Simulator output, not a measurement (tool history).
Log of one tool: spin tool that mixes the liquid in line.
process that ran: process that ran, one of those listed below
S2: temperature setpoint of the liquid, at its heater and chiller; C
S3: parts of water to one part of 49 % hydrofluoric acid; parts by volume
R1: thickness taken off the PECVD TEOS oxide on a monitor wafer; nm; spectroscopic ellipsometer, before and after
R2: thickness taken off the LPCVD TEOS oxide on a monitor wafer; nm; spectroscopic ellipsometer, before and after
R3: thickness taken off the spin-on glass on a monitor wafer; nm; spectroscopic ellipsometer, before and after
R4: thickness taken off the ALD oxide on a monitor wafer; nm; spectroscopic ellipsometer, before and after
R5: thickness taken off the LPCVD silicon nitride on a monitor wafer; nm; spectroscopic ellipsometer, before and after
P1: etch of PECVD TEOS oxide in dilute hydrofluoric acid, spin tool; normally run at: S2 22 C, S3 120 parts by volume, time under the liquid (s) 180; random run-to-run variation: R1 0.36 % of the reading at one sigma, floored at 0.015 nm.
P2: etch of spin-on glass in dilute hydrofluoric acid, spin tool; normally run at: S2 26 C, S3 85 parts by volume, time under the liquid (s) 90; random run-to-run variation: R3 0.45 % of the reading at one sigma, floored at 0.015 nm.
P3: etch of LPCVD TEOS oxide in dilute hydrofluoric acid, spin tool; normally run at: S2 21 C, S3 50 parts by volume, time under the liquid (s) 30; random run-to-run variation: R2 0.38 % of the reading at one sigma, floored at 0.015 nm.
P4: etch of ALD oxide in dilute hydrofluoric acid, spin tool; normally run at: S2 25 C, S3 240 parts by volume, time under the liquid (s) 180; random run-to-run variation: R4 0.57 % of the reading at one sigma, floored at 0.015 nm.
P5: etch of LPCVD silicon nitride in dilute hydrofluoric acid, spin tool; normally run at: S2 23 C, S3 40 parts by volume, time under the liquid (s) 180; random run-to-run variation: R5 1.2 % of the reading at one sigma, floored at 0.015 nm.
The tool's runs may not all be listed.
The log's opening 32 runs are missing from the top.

Run 33, hour 254.8: process that ran P1, S2 22 C, S3 120 parts by volume, time under the liquid (s) 180. Result: R1 25.529 nm.
Run 34, hour 260.8: process that ran P1, S2 22 C, S3 120 parts by volume, time under the liquid (s) 180. Result: R1 25.874 nm.
Run 35, hour 267.3: process that ran P1, S2 22 C, S3 120 parts by volume, time under the liquid (s) 180. Result: R1 26.321 nm.
Run 36, hour 277.7: process that ran P1, S2 22 C, S3 120 parts by volume, time under the liquid (s) 180. Result: R1 26.711 nm.
Run 37, hour 283.5: process that ran P1, S2 22 C, S3 120 parts by volume, time under the liquid (s) 180. Result: R1 26.814 nm.
Run 38, hour 293.1: process that ran P1, S2 22 C, S3 120 parts by volume, time under the liquid (s) 180. Result: R1 26.947 nm.
Run 39, hour 299.7: process that ran P1, S2 22 C, S3 120 parts by volume, time under the liquid (s) 180. Result: R1 27.055 nm.
Run 40, hour 307.4: process that ran P1, S2 22 C, S3 120 parts by volume, time under the liquid (s) 180. Result: R1 27.276 nm.
Run 41, hour 316.5: process that ran P1, S2 22 C, S3 120 parts by volume, time under the liquid (s) 180. Result: R1 27.194 nm.

Predict the results of run 42:
Run 42, hour 324.9: process that ran P1, S2 22 C, S3 120 parts by volume, time under the liquid (s) 180. Result: R1 ?.

R1: 27.162 nm
